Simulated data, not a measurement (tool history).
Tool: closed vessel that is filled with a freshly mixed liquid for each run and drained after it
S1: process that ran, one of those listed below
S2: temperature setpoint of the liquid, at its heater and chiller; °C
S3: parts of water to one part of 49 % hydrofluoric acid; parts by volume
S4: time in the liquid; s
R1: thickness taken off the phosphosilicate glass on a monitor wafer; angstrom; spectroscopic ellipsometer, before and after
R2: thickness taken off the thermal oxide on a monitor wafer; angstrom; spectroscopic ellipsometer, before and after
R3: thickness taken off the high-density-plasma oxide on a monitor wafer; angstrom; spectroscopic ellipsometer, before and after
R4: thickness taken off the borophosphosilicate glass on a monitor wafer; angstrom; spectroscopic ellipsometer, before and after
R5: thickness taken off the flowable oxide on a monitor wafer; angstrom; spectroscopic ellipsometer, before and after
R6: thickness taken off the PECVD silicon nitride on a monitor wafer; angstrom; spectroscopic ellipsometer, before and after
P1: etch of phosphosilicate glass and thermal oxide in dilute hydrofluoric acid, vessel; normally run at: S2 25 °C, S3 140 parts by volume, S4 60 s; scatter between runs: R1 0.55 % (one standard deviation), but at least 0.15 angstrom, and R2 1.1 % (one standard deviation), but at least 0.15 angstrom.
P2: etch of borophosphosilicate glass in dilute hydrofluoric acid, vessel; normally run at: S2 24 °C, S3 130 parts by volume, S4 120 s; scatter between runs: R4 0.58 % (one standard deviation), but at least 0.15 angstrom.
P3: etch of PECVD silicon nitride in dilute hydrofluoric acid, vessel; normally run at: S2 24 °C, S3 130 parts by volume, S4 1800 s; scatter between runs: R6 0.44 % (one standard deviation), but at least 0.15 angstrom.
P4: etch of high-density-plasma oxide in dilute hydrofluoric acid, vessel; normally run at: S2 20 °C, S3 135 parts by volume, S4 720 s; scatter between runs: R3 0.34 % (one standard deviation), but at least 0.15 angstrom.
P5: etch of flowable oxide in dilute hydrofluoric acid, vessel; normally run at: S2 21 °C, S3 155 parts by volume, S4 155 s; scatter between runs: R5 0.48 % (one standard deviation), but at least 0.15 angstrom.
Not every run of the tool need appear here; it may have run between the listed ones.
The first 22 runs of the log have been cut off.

run   hour  S1    S2   S3    S4      R1      R2      R3   R4      R5      R6
 23   87.8  P5    21  155   155                               395.02
 24   90.3  P1    25  140    60  253.34  19.628
 25   95.6  P3    24  130  1800                                       268.17
 26  101.1  P3    24   25  1800                                         1349
 27  104.1  P1    25  140    60  253.13  19.138
 28    107  P2    24  130   120                          616
 29  109.9  P1    25  140    30  125.03  9.5534
 30  113.4  P4  27.5  135   720                  494.78

Forecast run 31:
 31   116  P1  17  140  60   ?   ?

Run 31 came out at R1 184.16 angstrom, R2 14.394 angstrom.
